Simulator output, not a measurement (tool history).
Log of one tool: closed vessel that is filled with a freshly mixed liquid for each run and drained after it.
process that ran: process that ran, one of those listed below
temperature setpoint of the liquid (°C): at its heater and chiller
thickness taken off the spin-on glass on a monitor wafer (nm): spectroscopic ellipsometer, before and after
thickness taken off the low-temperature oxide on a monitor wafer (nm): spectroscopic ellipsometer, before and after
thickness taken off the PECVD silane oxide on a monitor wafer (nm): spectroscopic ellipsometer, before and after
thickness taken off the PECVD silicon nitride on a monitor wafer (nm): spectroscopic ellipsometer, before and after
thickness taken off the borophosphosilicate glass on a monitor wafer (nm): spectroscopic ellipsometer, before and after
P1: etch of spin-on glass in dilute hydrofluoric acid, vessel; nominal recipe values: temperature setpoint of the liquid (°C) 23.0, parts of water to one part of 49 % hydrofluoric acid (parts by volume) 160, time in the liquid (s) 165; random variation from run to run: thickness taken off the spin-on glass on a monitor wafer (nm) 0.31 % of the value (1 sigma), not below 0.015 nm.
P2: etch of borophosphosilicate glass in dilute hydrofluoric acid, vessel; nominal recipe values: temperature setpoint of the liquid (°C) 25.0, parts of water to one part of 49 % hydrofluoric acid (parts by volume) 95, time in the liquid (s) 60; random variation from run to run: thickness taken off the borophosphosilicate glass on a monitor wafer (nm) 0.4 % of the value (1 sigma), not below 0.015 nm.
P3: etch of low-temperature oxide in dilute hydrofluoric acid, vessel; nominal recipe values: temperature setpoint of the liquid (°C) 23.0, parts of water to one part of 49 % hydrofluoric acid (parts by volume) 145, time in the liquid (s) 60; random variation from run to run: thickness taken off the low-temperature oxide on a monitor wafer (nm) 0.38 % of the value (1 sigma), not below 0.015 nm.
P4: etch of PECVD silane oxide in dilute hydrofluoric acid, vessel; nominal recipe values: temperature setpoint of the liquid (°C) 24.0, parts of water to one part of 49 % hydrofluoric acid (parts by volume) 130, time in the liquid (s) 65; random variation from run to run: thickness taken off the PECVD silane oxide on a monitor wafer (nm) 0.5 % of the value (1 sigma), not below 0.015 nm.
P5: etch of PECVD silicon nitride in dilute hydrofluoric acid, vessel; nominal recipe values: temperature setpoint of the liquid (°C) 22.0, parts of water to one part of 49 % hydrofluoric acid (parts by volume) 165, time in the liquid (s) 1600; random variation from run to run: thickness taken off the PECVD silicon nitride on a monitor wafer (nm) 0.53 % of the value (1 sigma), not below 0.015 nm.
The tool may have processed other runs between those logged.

| run | hour | process that ran | temperature setpoint of the liquid (°C) | parts of water to one part of 49 % hydrofluoric acid (parts by volume) | time in the liquid (s) | thickness taken off the spin-on glass on a monitor wafer (nm) | thickness taken off the low-temperature oxide on a monitor wafer (nm) | thickness taken off the PECVD silane oxide on a monitor wafer (nm) | thickness taken off the PECVD silicon nitride on a monitor wafer (nm) | thickness taken off the borophosphosilicate glass on a monitor wafer (nm) |
|---|---|---|---|---|---|---|---|---|---|---|
| 1 | 13.3 | P1 | 23.0 | 160 | 165 | 56.773 |  |  |  |  |
| 2 | 22.6 | P3 | 23.0 | 225 | 60 |  | 3.4453 |  |  |  |
| 3 | 30.6 | P4 | 24.0 | 130 | 115 |  |  | 14.3440 |  |  |
| 4 | 39.8 | P1 | 23.0 | 40 | 30 | 47.660 |  |  |  |  |
| 5 | 48.6 | P5 | 22.0 | 165 | 1600 |  |  |  | 35.2670 |  |
| 6 | 56.7 | P2 | 25.0 | 95 | 120 |  |  |  |  | 43.753 |
| 7 | 65.7 | P1 | 23.0 | 160 | 75 | 25.775 |  |  |  |  |
| 8 | 74.9 | P1 | 30.0 | 160 | 165 | 73.382 |  |  |  |  |
| 9 | 83.8 | P4 | 24.0 | 130 | 65 |  |  | 8.0535 |  |  |
| 10 | 96.9 | P2 | 19.0 | 95 | 60 |  |  |  |  | 17.254 |
| 11 | 109.3 | P3 | 23.0 | 145 | 60 |  | 5.7696 |  |  |  |
| 12 | 117.4 | P2 | 25.0 | 25 | 60 |  |  |  |  | 92.066 |
| 13 | 130.9 | P3 | 23.0 | 145 | 60 |  | 5.7656 |  |  |  |
| 14 | 138.0 | P1 | 17.0 | 160 | 165 | 44.781 |  |  |  |  |
| 15 | 150.8 | P1 | 23.0 | 25 | 165 | 428.160 |  |  |  |  |
| 16 | 160.4 | P5 | 22.0 | 165 | 425 |  |  |  | 9.4374 |  |
|  | 165.4 | thermometer replaced |
| 17 | 174.3 | P1 | 23.0 | 160 | 165 | 56.458 |  |  |  |  |
| 18 | 182.3 | P1 | 23.0 | 160 | 245 | 83.794 |  |  |  |  |
| 19 | 193.5 | P1 | 23.0 | 160 | 165 | 56.636 |  |  |  |  |
| 20 | 203.1 | P2 | 25.0 | 95 | 60 |  |  |  |  | 22.065 |
| 21 | 210.4 | P4 | 24.0 | 25 | 65 |  |  | 47.9140 |  |  |
| 22 | 222.6 | P1 | 23.0 | 160 | 165 | 56.683 |  |  |  |  |
| 23 | 230.6 | P3 | 28.5 | 145 | 60 |  | 7.0954 |  |  |  |
| 24 | 242.5 | P1 | 29.5 | 160 | 95 | 41.480 |  |  |  |  |
| 25 | 253.8 | P1 | 29.5 | 160 | 30 | 13.185 |  |  |  |  |
| 26 | 260.9 | P4 | 29.0 | 130 | 65 |  |  | 9.7628 |  |  |
| 27 | 275.2 | P1 | 23.0 | 265 | 165 | 30.735 |  |  |  |  |
| 28 | 289.8 | P1 | 23.0 | 160 | 165 | 56.506 |  |  |  |  |
| 29 | 298.4 | P3 | 23.0 | 145 | 115 |  | 11.1190 |  |  |  |
| 30 | 312.6 | P5 | 22.0 | 165 | 1600 |  |  |  | 35.1100 |  |
| 31 | 324.1 | P2 | 25.0 | 95 | 60 |  |  |  |  | 21.866 |
| 32 | 336.0 | P5 | 17.0 | 165 | 1600 |  |  |  | 25.2190 |  |
| 33 | 343.5 | P5 | 22.0 | 55 | 1600 |  |  |  | 103.9000 |  |
| 34 | 352.2 | P1 | 23.0 | 160 | 165 | 56.532 |  |  |  |  |
| 35 | 361.8 | P1 | 23.0 | 160 | 165 | 55.662 |  |  |  |  |
| 36 | 376.3 | P1 | 23.0 | 160 | 165 | 54.263 |  |  |  |  |
| 37 | 388.8 | P1 | 23.0 | 160 | 165 | 53.716 |  |  |  |  |
| 38 | 399.1 | P1 | 23.0 | 160 | 165 | 53.211 |  |  |  |  |
| 39 | 412.3 | P1 | 23.0 | 160 | 165 | 53.065 |  |  |  |  |
| 40 | 426.8 | P1 | 23.0 | 160 | 165 | 52.859 |  |  |  |  |
| 41 | 436.6 | P1 | 23.0 | 160 | 165 | 52.362 |  |  |  |  |
| 42 | 451.0 | P1 | 23.0 | 160 | 165 | 52.400 |  |  |  |  |
| 43 | 459.8 | P1 | 23.0 | 160 | 165 | 52.429 |  |  |  |  |
| 44 | 474.1 | P1 | 23.0 | 160 | 165 | 52.713 |  |  |  |  |
| 45 | 485.1 | P1 | 23.0 | 160 | 165 | 52.248 |  |  |  |  |

P1 no longer gives what it gave before; its output has crept away from where it was. The following 2 causes, each at its listed size, fit the log equally well:
A: liquid colder than its thermometer reads (K) = 2.07
B: hydrofluoric acid flow below the setpoint (%) = 6.56
At approximately hour 352.2, the process output began to creep.

Which of the 4 check runs listed below separates the causes, so that each cause would produce a clearly different result? Each run uses one wafer, and its results are marked with question marks.
| check 1 | 496.1 | P5 | 22.0 | 165 | 1600 |  |  |  | ? |  |
| check 2 | 496.1 | P4 | 24.0 | 130 | 65 |  |  | ? |  |  |
| check 3 | 496.1 | P3 | 23.0 | 145 | 60 |  | ? |  |  |  |
| check 4 | 496.1 | P2 | 25.0 | 95 | 60 |  |  |  |  | ? |

What every check run would give for each of its results, assuming each possible cause in turn:
| check | result | if A | if B |
|---|---|---|---|
| check 1 | thickness taken off the PECVD silicon nitride on a monitor wafer (nm) | 30.6850 | 32.9030 |
| check 2 | thickness taken off the PECVD silane oxide on a monitor wafer (nm) | 7.4583 | 7.4772 |
| check 3 | thickness taken off the low-temperature oxide on a monitor wafer (nm) | 5.3450 | 5.3547 |
| check 4 | thickness taken off the borophosphosilicate glass on a monitor wafer (nm) | 20.230 | 20.353 |
Per check, the gap between the least separated pair of causes, taken in the result that splits them most: check 1 6.98 %; check 2 0.25 %; check 3 0.18 %; check 4 0.61 %
The other checks would show nearly matching results whichever cause is true, so check 1 is the only one that separates the causes.

Here is what check 1 returned: thickness taken off the PECVD silicon nitride on a monitor wafer (nm) 31.0110. Which cause is it?

It was cause A: liquid colder than its thermometer reads (K).
